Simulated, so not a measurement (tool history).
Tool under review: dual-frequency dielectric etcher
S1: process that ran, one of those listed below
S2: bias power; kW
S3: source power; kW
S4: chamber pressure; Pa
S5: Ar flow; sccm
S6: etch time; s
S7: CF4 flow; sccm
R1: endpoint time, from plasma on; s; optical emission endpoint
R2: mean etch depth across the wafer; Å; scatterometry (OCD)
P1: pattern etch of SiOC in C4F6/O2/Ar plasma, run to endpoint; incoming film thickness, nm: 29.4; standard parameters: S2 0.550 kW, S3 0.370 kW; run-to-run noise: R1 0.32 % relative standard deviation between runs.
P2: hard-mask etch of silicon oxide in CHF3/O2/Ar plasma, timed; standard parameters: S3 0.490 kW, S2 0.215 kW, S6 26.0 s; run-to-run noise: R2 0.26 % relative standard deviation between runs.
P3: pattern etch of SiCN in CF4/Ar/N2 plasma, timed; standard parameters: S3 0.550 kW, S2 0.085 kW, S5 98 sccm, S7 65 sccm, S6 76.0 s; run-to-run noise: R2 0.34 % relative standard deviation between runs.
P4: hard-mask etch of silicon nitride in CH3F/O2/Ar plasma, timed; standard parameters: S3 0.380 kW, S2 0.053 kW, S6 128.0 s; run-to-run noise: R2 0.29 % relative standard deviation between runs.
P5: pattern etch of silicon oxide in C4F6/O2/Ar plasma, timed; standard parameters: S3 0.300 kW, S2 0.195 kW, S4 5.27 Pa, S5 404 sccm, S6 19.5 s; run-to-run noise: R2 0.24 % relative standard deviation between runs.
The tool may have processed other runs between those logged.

run	hour	S1	S2	S3	S4	S5	S6	S7	R1	R2
1	3.9	P1	0.550	0.370					9.7146	
2	7.4	P5	0.195	0.300	5.27	404	11.0			308.21
3	11.9	P3	0.085	0.550		135	76.0	65		779.00
4	15.6	P1	0.693	0.450					8.2589	
5	22.4	P1	0.369	0.370					11.2650	
6	27.3	P1	0.550	0.370					9.6858	
7	31.5	P5	0.262	0.300	5.27	404	19.5			604.65
8	35.8	P3	0.052	0.550		98	76.0	65		687.93
9	42.3	P1	0.550	0.370					9.7414	
10	45.9	P4	0.053	0.210			128.0			616.94
11	52.5	P5	0.195	0.400	5.27	404	19.5			611.54
12	55.8	P2	0.215	0.490			26.0			503.95
13	62.6	P5	0.195	0.300	5.27	257	19.5			574.38
14	68.0	P3	0.085	0.320		98	76.0	65		508.15
15	72.1	P1	0.550	0.480					8.8477	
16	77.8	P5	0.195	0.300	5.27	404	19.5			545.14
17	82.6	P2	0.215	0.690			26.0			576.81
18	88.8	P2	0.215	0.490			35.5			689.66
19	93.1	P5	0.195	0.300	5.27	404	19.5			548.02
20	96.2	P2	0.273	0.490			26.0			552.31
21	100.0	P4	0.053	0.380			128.0			770.25
22	104.1	P1	0.550	0.370					9.7370	
23	107.9	P1	0.550	0.230					11.5810	
24	112.5	P1	0.662	0.370					9.0203	
25	116.7	P5	0.195	0.300	4.07	404	19.5			561.20
26	121.9	P3	0.085	0.550		98	76.0	83		842.98
27	126.6	P4	0.073	0.380			128.0			859.69
28	132.1	P1	0.550	0.370					9.6949	
29	137.3	P1	0.550	0.370					9.7319	
30	140.8	P4	0.053	0.380			182.5			1101.50
31	144.6	P2	0.215	0.490			26.0			504.58
32	147.6	P3	0.085	0.550		98	76.0	65		818.28
33	154.2	P3	0.085	0.550		98	101.5	65		1091.10
34	159.3	P1	0.550	0.370					9.7584	

What does the tool deliver on the next run?
35	163.7	P1	0.550	0.370					?	

R1: 9.6807 s

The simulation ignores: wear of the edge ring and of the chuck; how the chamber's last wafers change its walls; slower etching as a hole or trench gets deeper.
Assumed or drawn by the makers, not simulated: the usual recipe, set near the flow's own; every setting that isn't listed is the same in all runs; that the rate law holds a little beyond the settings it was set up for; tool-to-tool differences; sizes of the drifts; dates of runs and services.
